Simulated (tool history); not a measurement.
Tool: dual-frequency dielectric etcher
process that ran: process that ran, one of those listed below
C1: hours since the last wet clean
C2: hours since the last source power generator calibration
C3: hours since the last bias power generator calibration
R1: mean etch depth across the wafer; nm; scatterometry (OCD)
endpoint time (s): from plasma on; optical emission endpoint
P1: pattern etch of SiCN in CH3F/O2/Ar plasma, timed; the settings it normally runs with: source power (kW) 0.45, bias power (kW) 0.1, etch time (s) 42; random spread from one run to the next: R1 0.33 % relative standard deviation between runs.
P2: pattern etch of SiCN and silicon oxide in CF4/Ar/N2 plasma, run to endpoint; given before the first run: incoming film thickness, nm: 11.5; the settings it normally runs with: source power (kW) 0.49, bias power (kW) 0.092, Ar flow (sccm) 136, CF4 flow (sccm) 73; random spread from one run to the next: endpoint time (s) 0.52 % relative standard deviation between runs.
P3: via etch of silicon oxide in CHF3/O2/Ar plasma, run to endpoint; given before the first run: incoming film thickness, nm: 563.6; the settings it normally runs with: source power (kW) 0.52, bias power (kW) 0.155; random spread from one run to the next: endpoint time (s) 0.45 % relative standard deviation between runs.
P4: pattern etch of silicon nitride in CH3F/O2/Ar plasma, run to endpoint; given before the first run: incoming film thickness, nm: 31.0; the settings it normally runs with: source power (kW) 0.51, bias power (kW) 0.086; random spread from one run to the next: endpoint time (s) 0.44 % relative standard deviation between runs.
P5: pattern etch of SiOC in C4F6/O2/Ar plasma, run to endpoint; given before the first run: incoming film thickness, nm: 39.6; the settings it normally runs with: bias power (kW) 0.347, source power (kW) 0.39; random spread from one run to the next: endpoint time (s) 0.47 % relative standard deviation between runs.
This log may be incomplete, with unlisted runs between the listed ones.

Run 1, hour 16.7: process that ran P1, source power (kW) 0.45, bias power (kW) 0.1, etch time (s) 42; C1 342.7; C2 1189.9; C3 2148. Result: R1 19.051 nm.
Run 2, hour 28.8: process that ran P1, source power (kW) 0.45, bias power (kW) 0.1, etch time (s) 24.5; C1 354.8; C2 1202; C3 2160.1. Result: R1 11.114 nm.
Run 3, hour 41.2: process that ran P5, source power (kW) 0.29, bias power (kW) 0.347; C1 367.2; C2 1214.4; C3 2172.5. Result: endpoint time (s) 17.144.
Run 4, hour 52.4: process that ran P1, source power (kW) 0.33, bias power (kW) 0.1, etch time (s) 42; C1 378.4; C2 1225.6; C3 2183.7. Result: R1 17.014 nm.
Run 5, hour 61.9: process that ran P1, source power (kW) 0.45, bias power (kW) 0.1, etch time (s) 60.5; C1 387.9; C2 1235.1; C3 2193.2. Result: R1 27.361 nm.
Run 6, hour 75.7: process that ran P4, source power (kW) 0.51, bias power (kW) 0.086; C1 401.7; C2 1248.9; C3 2207. Result: endpoint time (s) 38.149.
Run 7, hour 87.7: process that ran P1, source power (kW) 0.3, bias power (kW) 0.065, etch time (s) 42; C1 413.7; C2 1260.9; C3 2219. Result: R1 14.057 nm.
Run 8, hour 96.6: process that ran P2, source power (kW) 0.49, bias power (kW) 0.092, Ar flow (sccm) 136, CF4 flow (sccm) 102; C1 422.6; C2 1269.8; C3 2227.9. Result: endpoint time (s) 11.334.
Run 9, hour 109.2: process that ran P1, source power (kW) 0.58, bias power (kW) 0.1, etch time (s) 42; C1 435.2; C2 1282.4; C3 2240.5. Result: R1 20.885 nm.
Run 10, hour 123.8: process that ran P3, source power (kW) 0.52, bias power (kW) 0.183; C1 449.8; C2 1297; C3 2255.1. Result: endpoint time (s) 296.65.
Run 11, hour 132.5: process that ran P2, source power (kW) 0.49, bias power (kW) 0.062, Ar flow (sccm) 136, CF4 flow (sccm) 73; C1 458.5; C2 1305.7; C3 2263.8. Result: endpoint time (s) 13.729.
Run 12, hour 149.2: process that ran P2, source power (kW) 0.66, bias power (kW) 0.092, Ar flow (sccm) 136, CF4 flow (sccm) 73; C1 475.2; C2 1322.4; C3 2280.5. Result: endpoint time (s) 9.2574.
Run 13, hour 158.7: process that ran P3, source power (kW) 0.52, bias power (kW) 0.155; C1 484.7; C2 1331.9; C3 2290. Result: endpoint time (s) 314.11.
Run 14, hour 175.9: process that ran P2, source power (kW) 0.49, bias power (kW) 0.092, Ar flow (sccm) 183, CF4 flow (sccm) 73; C1 501.9; C2 1349.1; C3 2307.2. Result: endpoint time (s) 12.54.
Run 15, hour 188.9: process that ran P2, source power (kW) 0.49, bias power (kW) 0.092, Ar flow (sccm) 136, CF4 flow (sccm) 73; C1 514.9; C2 1362.1; C3 2320.2. Result: endpoint time (s) 11.935.
Run 16, hour 199.1: process that ran P1, source power (kW) 0.45, bias power (kW) 0.1, etch time (s) 42; C1 525.1; C2 1372.3; C3 2330.4. Result: R1 19.003 nm.
Run 17, hour 211.2: process that ran P1, source power (kW) 0.45, bias power (kW) 0.1, etch time (s) 42; C1 537.2; C2 1384.4; C3 2342.5. Result: R1 19.032 nm.
Run 18, hour 225.6: process that ran P3, source power (kW) 0.52, bias power (kW) 0.155; C1 551.6; C2 1398.8; C3 2356.9. Result: endpoint time (s) 313.22.
Run 19, hour 238.4: process that ran P4, source power (kW) 0.33, bias power (kW) 0.086; C1 564.4; C2 1411.6; C3 2369.7. Result: endpoint time (s) 44.936.
Run 20, hour 250.5: process that ran P1, source power (kW) 0.45, bias power (kW) 0.1, etch time (s) 42; C1 576.5; C2 1423.7; C3 2381.8. Result: R1 19.019 nm.
Run 21, hour 259.2: process that ran P1, source power (kW) 0.45, bias power (kW) 0.14, etch time (s) 42; C1 585.2; C2 1432.4; C3 2390.5. Result: R1 21.686 nm.
Run 22, hour 270.8: process that ran P4, source power (kW) 0.51, bias power (kW) 0.05; C1 596.8; C2 1444; C3 2402.1. Result: endpoint time (s) 45.83.
Run 23, hour 287.6: process that ran P1, source power (kW) 0.34, bias power (kW) 0.076, etch time (s) 42; C1 613.6; C2 1460.8; C3 2418.9. Result: R1 15.49 nm.
Run 24, hour 300.3: process that ran P1, source power (kW) 0.45, bias power (kW) 0.068, etch time (s) 42; C1 626.3; C2 1473.5; C3 2431.6. Result: R1 16.572 nm.
Run 25, hour 312.8: process that ran P5, source power (kW) 0.39, bias power (kW) 0.347; C1 638.8; C2 1486; C3 2444.1. Result: endpoint time (s) 15.41.
At hour 315.4: bias power generator calibrated.
Run 26, hour 329.9: process that ran P3, source power (kW) 0.38, bias power (kW) 0.155; C1 655.9; C2 1503.1; C3 14.6. Result: endpoint time (s) 354.98.

Forecast run 27:
Run 27, hour 342.4: process that ran P1, source power (kW) 0.45, bias power (kW) 0.1, etch time (s) 42; C1 668.4; C2 1515.6; C3 27.1. Result: R1 ?.

For run 27 the tool returned R1 19.09 nm.
